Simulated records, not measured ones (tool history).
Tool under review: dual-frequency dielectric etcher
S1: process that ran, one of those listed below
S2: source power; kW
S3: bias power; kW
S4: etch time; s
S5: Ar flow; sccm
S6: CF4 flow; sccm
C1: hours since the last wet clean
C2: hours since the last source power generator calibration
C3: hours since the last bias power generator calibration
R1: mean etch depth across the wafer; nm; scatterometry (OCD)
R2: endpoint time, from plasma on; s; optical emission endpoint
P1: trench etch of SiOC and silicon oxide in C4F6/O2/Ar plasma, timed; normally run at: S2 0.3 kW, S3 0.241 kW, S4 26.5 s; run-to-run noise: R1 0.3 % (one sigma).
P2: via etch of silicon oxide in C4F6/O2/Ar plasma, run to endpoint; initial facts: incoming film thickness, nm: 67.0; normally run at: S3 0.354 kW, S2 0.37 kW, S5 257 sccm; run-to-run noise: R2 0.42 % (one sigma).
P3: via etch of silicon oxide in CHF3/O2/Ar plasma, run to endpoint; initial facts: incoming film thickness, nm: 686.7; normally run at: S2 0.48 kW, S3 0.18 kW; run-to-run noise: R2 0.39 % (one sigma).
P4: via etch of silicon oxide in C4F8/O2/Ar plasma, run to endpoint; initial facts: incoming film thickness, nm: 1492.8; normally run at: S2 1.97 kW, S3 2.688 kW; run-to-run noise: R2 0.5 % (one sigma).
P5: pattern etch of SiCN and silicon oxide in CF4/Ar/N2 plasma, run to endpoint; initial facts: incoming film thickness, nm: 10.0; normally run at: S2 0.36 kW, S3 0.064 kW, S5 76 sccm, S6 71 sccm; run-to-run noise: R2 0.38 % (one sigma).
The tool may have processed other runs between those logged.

Run 1, hour 12.3: S1 P1, S2 0.3 kW, S3 0.241 kW, S4 26.5 s; C1 113; C2 1237.7; C3 649.6. Result: R1 52.151 nm.
Run 2, hour 20: S1 P1, S2 0.3 kW, S3 0.241 kW, S4 26.5 s; C1 120.7; C2 1245.4; C3 657.3. Result: R1 52.154 nm.
Run 3, hour 32.2: S1 P5, S2 0.36 kW, S3 0.064 kW, S5 76 sccm, S6 71 sccm; C1 132.9; C2 1257.6; C3 669.5. Result: R2 13.885 s.
Run 4, hour 45.6: S1 P1, S2 0.3 kW, S3 0.241 kW, S4 26.5 s; C1 146.3; C2 1271; C3 682.9. Result: R1 52.019 nm.
Run 5, hour 53.7: S1 P2, S2 0.44 kW, S3 0.354 kW, S5 257 sccm; C1 154.4; C2 1279.1; C3 691. Result: R2 15.966 s.
Run 6, hour 62.8: S1 P1, S2 0.3 kW, S3 0.241 kW, S4 17 s; C1 163.5; C2 1288.2; C3 700.1. Result: R1 33.2 nm.
Run 7, hour 74.9: S1 P1, S2 0.3 kW, S3 0.149 kW, S4 20 s; C1 175.6; C2 1300.3; C3 712.2. Result: R1 33.623 nm.
Run 8, hour 89.5: S1 P1, S2 0.41 kW, S3 0.241 kW, S4 26.5 s; C1 190.2; C2 1314.9; C3 726.8. Result: R1 58.356 nm.
Run 9, hour 97.1: S1 P3, S2 0.62 kW, S3 0.18 kW; C1 197.8; C2 1322.5; C3 734.4. Result: R2 338.15 s.
Run 10, hour 104.9: S1 P5, S2 0.36 kW, S3 0.064 kW, S5 76 sccm, S6 90 sccm; C1 205.6; C2 1330.3; C3 742.2. Result: R2 13.53 s.
Run 11, hour 115.4: S1 P2, S2 0.37 kW, S3 0.354 kW, S5 257 sccm; C1 216.1; C2 1340.8; C3 752.7. Result: R2 16.949 s.
Run 12, hour 128.6: S1 P5, S2 0.36 kW, S3 0.045 kW, S5 76 sccm, S6 71 sccm; C1 229.3; C2 1354; C3 765.9. Result: R2 15.377 s.
Run 13, hour 142.2: S1 P4, S2 1.97 kW, S3 1.762 kW; C1 242.9; C2 1367.6; C3 779.5. Result: R2 318.16 s.
Run 14, hour 154.6: S1 P2, S2 0.37 kW, S3 0.354 kW, S5 188 sccm; C1 255.3; C2 1380; C3 791.9. Result: R2 16.42 s.
Run 15, hour 164.2: S1 P5, S2 0.36 kW, S3 0.064 kW, S5 76 sccm, S6 71 sccm; C1 264.9; C2 1389.6; C3 801.5. Result: R2 13.886 s.
Run 16, hour 172.3: S1 P3, S2 0.48 kW, S3 0.226 kW; C1 273; C2 1397.7; C3 809.6. Result: R2 346.12 s.
Run 17, hour 185.9: S1 P5, S2 0.44 kW, S3 0.064 kW, S5 76 sccm, S6 71 sccm; C1 286.6; C2 1411.3; C3 823.2. Result: R2 11.543 s.
Run 18, hour 196.6: S1 P4, S2 1.97 kW, S3 2.688 kW; C1 297.3; C2 1422; C3 833.9. Result: R2 282.57 s.
Run 19, hour 204.8: S1 P1, S2 0.3 kW, S3 0.175 kW, S4 26.5 s; C1 305.5; C2 1430.2; C3 842.1. Result: R1 46.8 nm.
Run 20, hour 217.8: S1 P2, S2 0.37 kW, S3 0.354 kW, S5 257 sccm; C1 318.5; C2 1443.2; C3 855.1. Result: R2 17.033 s.
Run 21, hour 227: S1 P1, S2 0.3 kW, S3 0.241 kW, S4 26.5 s; C1 327.7; C2 1452.4; C3 864.3. Result: R1 51.803 nm.
At hour 236.3: bias power generator calibrated.
Run 22, hour 241.8: S1 P1, S2 0.36 kW, S3 0.241 kW, S4 33 s; C1 342.5; C2 1467.2; C3 5.5. Result: R1 69.193 nm.
Run 23, hour 254.4: S1 P5, S2 0.36 kW, S3 0.064 kW, S5 58 sccm, S6 71 sccm; C1 355.1; C2 1479.8; C3 18.1. Result: R2 13.379 s.
Run 24, hour 263.9: S1 P4, S2 1.97 kW, S3 2.688 kW; C1 364.6; C2 1489.3; C3 27.6. Result: R2 282.31 s.
Run 25, hour 274.1: S1 P2, S2 0.37 kW, S3 0.478 kW, S5 257 sccm; C1 374.8; C2 1499.5; C3 37.8. Result: R2 15.219 s.
Run 26, hour 289.2: S1 P1, S2 0.3 kW, S3 0.241 kW, S4 26.5 s; C1 389.9; C2 1514.6; C3 52.9. Result: R1 51.952 nm.
Run 27, hour 303.5: S1 P3, S2 0.48 kW, S3 0.18 kW; C1 404.2; C2 1528.9; C3 67.2. Result: R2 374.9 s.
Run 28, hour 310.4: S1 P1, S2 0.23 kW, S3 0.241 kW, S4 26.5 s; C1 411.1; C2 1535.8; C3 74.1. Result: R1 46.871 nm.
Run 29, hour 323.1: S1 P3, S2 0.48 kW, S3 0.18 kW; C1 423.8; C2 1548.5; C3 86.8. Result: R2 371.5 s.
Run 30, hour 335: S1 P4, S2 1.38 kW, S3 2.688 kW; C1 435.7; C2 1560.4; C3 98.7. Result: R2 324.42 s.
Run 31, hour 349.8: S1 P1, S2 0.3 kW, S3 0.325 kW, S4 17 s; C1 450.5; C2 1575.2; C3 113.5. Result: R1 37.101 nm.
Run 32, hour 357.1: S1 P1, S2 0.3 kW, S3 0.241 kW, S4 38.5 s; C1 457.8; C2 1582.5; C3 120.8. Result: R1 75.561 nm.
Run 33, hour 364.2: S1 P1, S2 0.3 kW, S3 0.241 kW, S4 26.5 s; C1 464.9; C2 1589.6; C3 127.9. Result: R1 51.956 nm.
Run 34, hour 370.9: S1 P1, S2 0.3 kW, S3 0.311 kW, S4 26.5 s; C1 471.6; C2 1596.3; C3 134.6. Result: R1 57.222 nm.
Run 35, hour 380: S1 P1, S2 0.3 kW, S3 0.241 kW, S4 26.5 s; C1 480.7; C2 1605.4; C3 143.7. Result: R1 51.845 nm.
Run 36, hour 388.8: S1 P1, S2 0.3 kW, S3 0.241 kW, S4 26.5 s; C1 489.5; C2 1614.2; C3 152.5. Result: R1 52.505 nm.
Run 37, hour 398.7: S1 P1, S2 0.3 kW, S3 0.241 kW, S4 26.5 s; C1 499.4; C2 1624.1; C3 162.4. Result: R1 52.79 nm.
Run 38, hour 409.8: S1 P1, S2 0.3 kW, S3 0.241 kW, S4 26.5 s; C1 510.5; C2 1635.2; C3 173.5. Result: R1 52.629 nm.
At hour 416.9: wet clean of the chamber.
Run 39, hour 417.3: S1 P1, S2 0.3 kW, S3 0.241 kW, S4 26.5 s; C1 0.4; C2 1642.7; C3 181. Result: R1 52.783 nm.
Run 40, hour 426: S1 P1, S2 0.3 kW, S3 0.241 kW, S4 26.5 s; C1 9.1; C2 1651.4; C3 189.7. Result: R1 52.864 nm.
Run 41, hour 439.6: S1 P1, S2 0.3 kW, S3 0.241 kW, S4 26.5 s; C1 22.7; C2 1665; C3 203.3. Result: R1 52.83 nm.
Run 42, hour 450.4: S1 P1, S2 0.3 kW, S3 0.241 kW, S4 26.5 s; C1 33.5; C2 1675.8; C3 214.1. Result: R1 53.103 nm.

Compared with where it was, what P1 gives has crept away. Each cause listed below fits the log as well as the rest, at the size given for it:
A: bias power that arrives over what is set, % = 4.45
B: source power that arrives over what is set, % = 4.01
The gradual shift began around hour 380.
Excluded causes, each with its reason:
chamber walls in a state that raises the etch rate, %: serviced after onset, at hour 416.9, with no recovery of the prior output

Which of the check runs below tells the causes apart, meaning the causes would give it clearly different results? Each run uses 2 wafers whose results are averaged, and each result is shown as a question mark.
Run check 1, hour 461.2: S1 P5, S2 0.36 kW, S3 0.064 kW, S5 76 sccm, S6 71 sccm. Result: R2 ?.
Run check 2, hour 461.2: S1 P2, S2 0.37 kW, S3 0.354 kW, S5 257 sccm. Result: R2 ?.
Run check 3, hour 461.2: S1 P3, S2 0.48 kW, S3 0.18 kW. Result: R2 ?.
Run check 4, hour 461.2: S1 P4, S2 1.97 kW, S3 2.688 kW. Result: R2 ?.

Predicted outcomes, by check and by cause:
  check  result    if A    if B
check 1      R2  13.713  13.429
check 2      R2  16.759  16.773
check 3      R2   367.5  367.48
check 4      R2  278.58  277.99
Smallest distance between any two causes, each pair judged by its most separating result, in per cent: check 1 2.09 %; check 2 0.08 %; check 3 0 %; check 4 0.21 %
The other checks would show nearly matching results whichever cause is true, so check 1 is the only one that separates the causes.

With check 1 done, the readings were: R2 13.725 s. Identify which of the listed causes applies.

The cause is A: bias power that arrives over what is set, %.

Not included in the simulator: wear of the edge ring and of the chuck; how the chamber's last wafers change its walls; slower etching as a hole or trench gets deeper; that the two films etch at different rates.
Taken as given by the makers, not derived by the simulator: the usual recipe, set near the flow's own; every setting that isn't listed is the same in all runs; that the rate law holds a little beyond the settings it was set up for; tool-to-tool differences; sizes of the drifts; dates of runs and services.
